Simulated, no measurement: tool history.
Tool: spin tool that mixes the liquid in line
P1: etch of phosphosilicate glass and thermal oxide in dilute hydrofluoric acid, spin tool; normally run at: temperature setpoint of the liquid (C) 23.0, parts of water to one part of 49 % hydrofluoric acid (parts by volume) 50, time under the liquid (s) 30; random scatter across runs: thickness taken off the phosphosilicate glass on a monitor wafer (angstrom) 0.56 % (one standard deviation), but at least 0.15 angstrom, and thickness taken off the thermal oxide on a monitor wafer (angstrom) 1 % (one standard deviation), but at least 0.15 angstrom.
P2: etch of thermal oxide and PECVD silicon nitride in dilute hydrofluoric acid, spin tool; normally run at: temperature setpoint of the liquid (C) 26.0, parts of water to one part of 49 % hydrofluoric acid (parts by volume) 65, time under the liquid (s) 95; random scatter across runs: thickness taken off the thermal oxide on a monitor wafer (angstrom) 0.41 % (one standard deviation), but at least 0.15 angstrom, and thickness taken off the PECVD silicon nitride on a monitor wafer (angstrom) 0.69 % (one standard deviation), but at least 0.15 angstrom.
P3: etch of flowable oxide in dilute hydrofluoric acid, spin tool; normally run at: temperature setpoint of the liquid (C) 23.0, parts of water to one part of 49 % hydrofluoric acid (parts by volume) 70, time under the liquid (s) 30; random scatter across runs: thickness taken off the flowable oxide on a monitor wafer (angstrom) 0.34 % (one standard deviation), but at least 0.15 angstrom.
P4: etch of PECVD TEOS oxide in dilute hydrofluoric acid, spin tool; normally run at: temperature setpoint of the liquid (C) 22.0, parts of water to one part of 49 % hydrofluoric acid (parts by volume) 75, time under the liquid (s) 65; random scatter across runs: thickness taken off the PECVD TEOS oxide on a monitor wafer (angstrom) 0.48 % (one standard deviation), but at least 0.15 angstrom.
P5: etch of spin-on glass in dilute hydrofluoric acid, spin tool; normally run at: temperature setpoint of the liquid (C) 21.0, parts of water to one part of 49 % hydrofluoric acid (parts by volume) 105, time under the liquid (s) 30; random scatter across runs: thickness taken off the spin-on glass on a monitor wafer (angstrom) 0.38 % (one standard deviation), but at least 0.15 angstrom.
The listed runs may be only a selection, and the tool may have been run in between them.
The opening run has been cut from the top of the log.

| run | hour | process that ran | temperature setpoint of the liquid (C) | parts of water to one part of 49 % hydrofluoric acid (parts by volume) | time under the liquid (s) | hours since the thermometer was replaced | hours since the hydrofluoric acid flow meter was replaced | thickness taken off the phosphosilicate glass on a monitor wafer (angstrom) | thickness taken off the thermal oxide on a monitor wafer (angstrom) | thickness taken off the PECVD TEOS oxide on a monitor wafer (angstrom) | thickness taken off the spin-on glass on a monitor wafer (angstrom) | thickness taken off the flowable oxide on a monitor wafer (angstrom) | thickness taken off the PECVD silicon nitride on a monitor wafer (angstrom) |
|---|---|---|---|---|---|---|---|---|---|---|---|---|---|
| 2 | 5.8 | P4 | 17.0 | 75 | 65 | 202.1 | 357.2 |  |  | 82.693 |  |  |  |
| 3 | 7.7 | P1 | 23.0 | 50 | 45 | 204.0 | 359.1 | 1049.10 | 42.495 |  |  |  |  |
| 4 | 11.6 | P5 | 21.0 | 105 | 30 | 207.9 | 363.0 |  |  |  | 82.307 |  |  |
| 5 | 13.5 | P1 | 23.0 | 50 | 30 | 209.8 | 364.9 | 699.18 | 28.018 |  |  |  |  |
| 6 | 17.3 | P1 | 23.0 | 50 | 15 | 213.6 | 368.7 | 349.09 | 13.783 |  |  |  |  |
| 7 | 21.3 | P1 | 23.0 | 50 | 30 | 217.6 | 372.7 | 703.85 | 27.646 |  |  |  |  |
| 8 | 25.0 | P1 | 23.0 | 50 | 30 | 221.3 | 376.4 | 698.81 | 27.443 |  |  |  |  |
| 9 | 28.2 | P1 | 23.0 | 30 | 30 | 224.5 | 379.6 | 1195.80 | 46.779 |  |  |  |  |
| 10 | 31.5 | P5 | 21.0 | 105 | 30 | 227.8 | 382.9 |  |  |  | 83.181 |  |  |
| 11 | 35.6 | P1 | 18.5 | 85 | 30 | 231.9 | 387.0 | 329.02 | 13.168 |  |  |  |  |
| 12 | 38.7 | P1 | 23.0 | 50 | 30 | 235.0 | 390.1 | 703.51 | 28.043 |  |  |  |  |
| 13 | 41.9 | P1 | 23.0 | 50 | 30 | 238.2 | 393.3 | 699.37 | 28.219 |  |  |  |  |
| 14 | 44.4 | P4 | 22.0 | 75 | 15 | 240.7 | 395.8 |  |  | 23.682 |  |  |  |
| 15 | 47.2 | P4 | 22.0 | 20 | 65 | 243.5 | 398.6 |  |  | 415.170 |  |  |  |
| 16 | 50.6 | P1 | 23.0 | 85 | 30 | 246.9 | 402.0 | 394.03 | 15.439 |  |  |  |  |
| 17 | 54.8 | P3 | 23.0 | 70 | 50 | 251.1 | 406.2 |  |  |  |  | 326.1 |  |
| 18 | 58.8 | P2 | 22.5 | 65 | 95 | 255.1 | 410.2 |  | 66.817 |  |  |  | 30.291 |
| 19 | 62.6 | P4 | 22.0 | 75 | 65 | 258.9 | 414.0 |  |  | 102.300 |  |  |  |
| 20 | 64.6 | P1 | 17.0 | 50 | 30 | 260.9 | 416.0 | 540.37 | 21.285 |  |  |  |  |
| 21 | 67.3 | P5 | 26.5 | 105 | 30 | 263.6 | 418.7 |  |  |  | 102.710 |  |  |
| 22 | 70.1 | P1 | 29.0 | 50 | 30 | 266.4 | 421.5 | 888.83 | 35.827 |  |  |  |  |

Run 23 comes next. What will it give?
| 23 | 73.9 | P2 | 26.0 | 65 | 95 | 270.2 | 425.3 |  | ? |  |  |  | ? |

thickness taken off the thermal oxide on a monitor wafer (angstrom): 76.431
thickness taken off the PECVD silicon nitride on a monitor wafer (angstrom): 39.153
